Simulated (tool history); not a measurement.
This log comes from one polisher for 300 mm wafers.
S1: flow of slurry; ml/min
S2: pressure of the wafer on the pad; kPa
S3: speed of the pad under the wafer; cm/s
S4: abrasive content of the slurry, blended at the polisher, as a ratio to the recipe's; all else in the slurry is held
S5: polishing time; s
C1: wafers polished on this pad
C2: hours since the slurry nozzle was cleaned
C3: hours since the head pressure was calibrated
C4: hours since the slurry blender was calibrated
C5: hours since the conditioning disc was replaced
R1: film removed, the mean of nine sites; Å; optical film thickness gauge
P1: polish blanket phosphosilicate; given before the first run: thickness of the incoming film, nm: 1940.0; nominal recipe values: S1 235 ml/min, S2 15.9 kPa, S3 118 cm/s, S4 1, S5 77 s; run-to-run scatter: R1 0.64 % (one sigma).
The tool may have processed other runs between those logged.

Run 1, hour 15.1: S1 235 ml/min, S2 15.9 kPa, S3 118 cm/s, S4 1, S5 77 s; C1 866; C2 143.1; C3 611.5; C4 165.4; C5 199.1. Result: R1 4885.7 Å.
Run 2, hour 23.3: S1 235 ml/min, S2 8.3 kPa, S3 118 cm/s, S4 1, S5 77 s; C1 977; C2 151.3; C3 619.7; C4 173.6; C5 207.3. Result: R1 2575 Å.
Run 3, hour 41.8: S1 235 ml/min, S2 15.9 kPa, S3 166 cm/s, S4 1.4, S5 77 s; C1 1229; C2 169.8; C3 638.2; C4 192.1; C5 225.8. Result: R1 7438.3 Å.
Run 4, hour 56.7: S1 235 ml/min, S2 15.9 kPa, S3 184 cm/s, S4 1, S5 77 s; C1 1432; C2 184.7; C3 653.1; C4 207; C5 240.7. Result: R1 6969.7 Å.
Run 5, hour 69.8: S1 235 ml/min, S2 15.9 kPa, S3 118 cm/s, S4 1.45, S5 77 s; C1 1610; C2 197.8; C3 666.2; C4 220.1; C5 253.8. Result: R1 5723.5 Å.
Run 6, hour 82: S1 310 ml/min, S2 8.3 kPa, S3 118 cm/s, S4 1, S5 77 s; C1 1776; C2 210; C3 678.4; C4 232.3; C5 266. Result: R1 2639.2 Å.
Run 7, hour 97.9: S1 235 ml/min, S2 15.9 kPa, S3 118 cm/s, S4 1, S5 77 s; C1 1992; C2 225.9; C3 694.3; C4 248.2; C5 281.9. Result: R1 4883.7 Å.
Run 8, hour 111.4: S1 235 ml/min, S2 15.9 kPa, S3 118 cm/s, S4 1, S5 77 s; C1 2176; C2 239.4; C3 707.8; C4 261.7; C5 295.4. Result: R1 4888.1 Å.
Run 9, hour 126.4: S1 330 ml/min, S2 15.9 kPa, S3 118 cm/s, S4 1, S5 77 s; C1 2380; C2 254.4; C3 722.8; C4 276.7; C5 310.4. Result: R1 5088.9 Å.
Run 10, hour 139.9: S1 235 ml/min, S2 15.9 kPa, S3 118 cm/s, S4 0.65, S5 77 s; C1 2563; C2 267.9; C3 736.3; C4 290.2; C5 323.9. Result: R1 4017.3 Å.
Run 11, hour 148.7: S1 140 ml/min, S2 15.9 kPa, S3 118 cm/s, S4 1, S5 77 s; C1 2683; C2 276.7; C3 745.1; C4 299; C5 332.7. Result: R1 4575 Å.
Run 12, hour 160.3: S1 235 ml/min, S2 15.9 kPa, S3 72 cm/s, S4 1, S5 77 s; C1 2841; C2 288.3; C3 756.7; C4 310.6; C5 344.3. Result: R1 3314.7 Å.
Run 13, hour 169.4: S1 235 ml/min, S2 15.9 kPa, S3 118 cm/s, S4 1, S5 77 s; C1 2965; C2 297.4; C3 765.8; C4 319.7; C5 353.4. Result: R1 4869.7 Å.
Run 14, hour 179.6: S1 235 ml/min, S2 15.9 kPa, S3 118 cm/s, S4 1, S5 35 s; C1 3103; C2 307.6; C3 776; C4 329.9; C5 363.6. Result: R1 2209.7 Å.
Run 15, hour 196.7: S1 235 ml/min, S2 15.9 kPa, S3 118 cm/s, S4 1, S5 120 s; C1 3336; C2 324.7; C3 793.1; C4 347; C5 380.7. Result: R1 7649.5 Å.
Run 16, hour 209.6: S1 235 ml/min, S2 22.8 kPa, S3 118 cm/s, S4 1, S5 77 s; C1 3512; C2 337.6; C3 806; C4 359.9; C5 393.6. Result: R1 6941.1 Å.
Run 17, hour 225.3: S1 235 ml/min, S2 15.9 kPa, S3 118 cm/s, S4 1, S5 77 s; C1 3725; C2 353.3; C3 821.7; C4 375.6; C5 409.3. Result: R1 4902.5 Å.
Run 18, hour 233.7: S1 235 ml/min, S2 15.9 kPa, S3 118 cm/s, S4 1, S5 77 s; C1 3839; C2 361.7; C3 830.1; C4 384; C5 417.7. Result: R1 4763.6 Å.
Run 19, hour 243.2: S1 235 ml/min, S2 15.9 kPa, S3 118 cm/s, S4 1, S5 77 s; C1 3969; C2 371.2; C3 839.6; C4 393.5; C5 427.2. Result: R1 4618.5 Å.
Run 20, hour 257.1: S1 235 ml/min, S2 15.9 kPa, S3 118 cm/s, S4 1, S5 77 s; C1 4158; C2 385.1; C3 853.5; C4 407.4; C5 441.1. Result: R1 4444.1 Å.
Run 21, hour 267: S1 235 ml/min, S2 15.9 kPa, S3 118 cm/s, S4 1, S5 77 s; C1 4292; C2 395; C3 863.4; C4 417.3; C5 451. Result: R1 4423.2 Å.
At hour 274.9: slurry nozzle cleaned.
Run 22, hour 276.6: S1 235 ml/min, S2 15.9 kPa, S3 118 cm/s, S4 1, S5 77 s; C1 4423; C2 1.7; C3 873; C4 426.9; C5 460.6. Result: R1 4356.3 Å.
At hour 281: head pressure recalibrated.
At hour 289.2: conditioning disc replaced and pad reconditioned.
Run 23, hour 290.6: S1 235 ml/min, S2 15.9 kPa, S3 118 cm/s, S4 1, S5 77 s; C1 4613; C2 15.7; C3 9.7; C4 440.9; C5 1.4. Result: R1 4292.3 Å.
Run 24, hour 305.4: S1 235 ml/min, S2 15.9 kPa, S3 118 cm/s, S4 1, S5 77 s; C1 4815; C2 30.5; C3 24.5; C4 455.7; C5 16.2. Result: R1 4256.6 Å.
Run 25, hour 318.2: S1 235 ml/min, S2 15.9 kPa, S3 118 cm/s, S4 1, S5 77 s; C1 4989; C2 43.3; C3 37.3; C4 468.5; C5 29. Result: R1 4301.7 Å.
Run 26, hour 333.1: S1 235 ml/min, S2 15.9 kPa, S3 118 cm/s, S4 1, S5 77 s; C1 5192; C2 58.2; C3 52.2; C4 483.4; C5 43.9. Result: R1 4311 Å.

What P1 gives has crept off from where it sat before. The 2 causes that follow fit the log equally well, each at the size noted:
A: abrasive missing from the slurry, % = 25
B: removal rate lost through wear of the pad, % = 13.1
The creep began at about hour 225.3.
Each remaining cause and why it is not a fit:
slurry flow missing at the pad, %: maintenance at hour 274.9, after the shift began, did not return the process to its former output
head's pressure below its setpoint, %: maintenance at hour 281, after the shift began, did not return the process to its former output
time polished since the conditioner stopped cutting, s: maintenance at hour 289.2, after the shift began, did not return the process to its former output

You are offered 4 check runs, listed below with question marks in place of their results; each one averages 5 wafers. Which run separates the listed causes by giving clearly different results for each?
Run check 1, hour 348: S1 235 ml/min, S2 15.9 kPa, S3 84 cm/s, S4 1, S5 49 s. Result: R1 ?.
Run check 2, hour 348: S1 310 ml/min, S2 15.9 kPa, S3 118 cm/s, S4 1, S5 118 s. Result: R1 ?.
Run check 3, hour 348: S1 325 ml/min, S2 15.9 kPa, S3 178 cm/s, S4 1, S5 77 s. Result: R1 ?.
Run check 4, hour 348: S1 140 ml/min, S2 15.9 kPa, S3 118 cm/s, S4 1.45, S5 77 s. Result: R1 ?.

Check results expected under each cause:
  check  result    if A    if B
check 1      R1  2069.7    2071
check 2      R1  6724.8  6729.3
check 3      R1  6121.7  6125.8
check 4      R1  4729.4  4609.8
Gap, in per cent, between the two causes that each check separates least, read from the result that separates them most: check 1 0.07 %; check 2 0.07 %; check 3 0.07 %; check 4 2.56 %
Check 4 distinguishes between the causes, while the remaining checks would return nearly the same result for all of them.

Here is what check 4 returned: R1 4737.9 Å. Which cause is it?

It is A: abrasive missing from the slurry, %.

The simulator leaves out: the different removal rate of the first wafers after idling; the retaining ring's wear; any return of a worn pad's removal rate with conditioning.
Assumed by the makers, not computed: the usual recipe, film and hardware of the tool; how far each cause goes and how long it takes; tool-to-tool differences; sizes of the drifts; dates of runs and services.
